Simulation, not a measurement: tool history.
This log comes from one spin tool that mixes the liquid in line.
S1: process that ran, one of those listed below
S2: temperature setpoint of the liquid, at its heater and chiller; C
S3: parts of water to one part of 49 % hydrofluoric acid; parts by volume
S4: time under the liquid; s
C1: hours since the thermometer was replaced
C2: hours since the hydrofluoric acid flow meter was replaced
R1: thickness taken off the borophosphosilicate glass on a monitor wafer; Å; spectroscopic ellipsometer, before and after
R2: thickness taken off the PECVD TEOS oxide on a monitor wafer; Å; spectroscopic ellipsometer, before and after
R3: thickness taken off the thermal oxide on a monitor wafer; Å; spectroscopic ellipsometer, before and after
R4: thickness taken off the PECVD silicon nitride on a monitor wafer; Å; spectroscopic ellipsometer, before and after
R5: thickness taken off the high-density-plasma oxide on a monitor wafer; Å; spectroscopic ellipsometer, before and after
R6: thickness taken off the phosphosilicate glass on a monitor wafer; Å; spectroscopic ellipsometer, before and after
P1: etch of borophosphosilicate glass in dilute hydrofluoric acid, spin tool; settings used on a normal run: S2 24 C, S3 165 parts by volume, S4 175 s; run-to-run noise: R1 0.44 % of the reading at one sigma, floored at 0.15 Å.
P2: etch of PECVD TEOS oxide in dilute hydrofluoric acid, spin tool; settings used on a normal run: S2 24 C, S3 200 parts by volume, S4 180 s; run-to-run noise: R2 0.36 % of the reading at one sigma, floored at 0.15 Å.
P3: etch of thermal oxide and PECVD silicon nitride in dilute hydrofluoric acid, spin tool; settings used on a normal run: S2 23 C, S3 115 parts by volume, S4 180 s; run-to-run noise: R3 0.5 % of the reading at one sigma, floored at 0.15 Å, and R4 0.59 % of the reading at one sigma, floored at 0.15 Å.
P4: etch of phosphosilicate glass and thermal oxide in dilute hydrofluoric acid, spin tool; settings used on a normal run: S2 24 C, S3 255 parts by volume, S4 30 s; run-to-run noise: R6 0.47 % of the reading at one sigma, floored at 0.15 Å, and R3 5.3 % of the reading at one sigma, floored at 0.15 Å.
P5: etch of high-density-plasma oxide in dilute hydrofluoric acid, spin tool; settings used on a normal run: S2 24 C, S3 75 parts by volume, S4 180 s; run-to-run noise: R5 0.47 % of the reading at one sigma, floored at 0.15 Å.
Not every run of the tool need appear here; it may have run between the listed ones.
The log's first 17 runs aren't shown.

run,hour,S1,S2,S3,S4,C1,C2,R1,R2,R3,R4,R5,R6
18,192.9,P5,24,75,180,753,280.5,,,,,256.06,
19,202.8,P1,24,60,175,762.9,290.4,1497,,,,,
20,216.6,P1,24,165,175,776.7,304.2,483.38,,,,,
21,227.3,P3,23,65,180,787.4,314.9,,,128.77,104.29,,
22,238.1,P1,32.5,165,175,798.2,325.7,659.71,,,,,
23,250.1,P4,24,255,55,810.2,337.7,,,8.9857,,,142.19
24,264.2,P1,24,165,175,824.3,351.8,482.94,,,,,
25,276.6,P1,31.5,235,175,836.7,364.2,409.49,,,,,
26,287.1,P5,24,115,180,847.2,374.7,,,,,159.26,
27,296.2,P4,24,370,30,856.3,383.8,,,3.0358,,,48.051
28,310.5,P4,24,255,30,870.6,398.1,,,4.4695,,,78.443
29,326.1,P1,24,270,175,886.2,413.7,265.96,,,,,
30,335.3,P1,18.5,165,175,895.4,422.9,389.68,,,,,
31,344.1,P1,24,165,175,904.2,431.7,489.58,,,,,
32,352.6,P1,24,165,175,912.7,440.2,482.74,,,,,
33,366.5,P1,24,165,175,926.6,454.1,505.05,,,,,
34,374,P1,24,165,175,934.1,461.6,510.82,,,,,
35,389.6,P1,24,165,175,949.7,477.2,523.3,,,,,
36,404.1,P1,24,165,175,964.2,491.7,523.66,,,,,
37,418.3,P1,24,165,175,978.4,505.9,531.6,,,,,

Predict the results of run 38:
38,428,P1,24,165,175,988.1,515.6,?,,,,,

R1: 523.34 Å
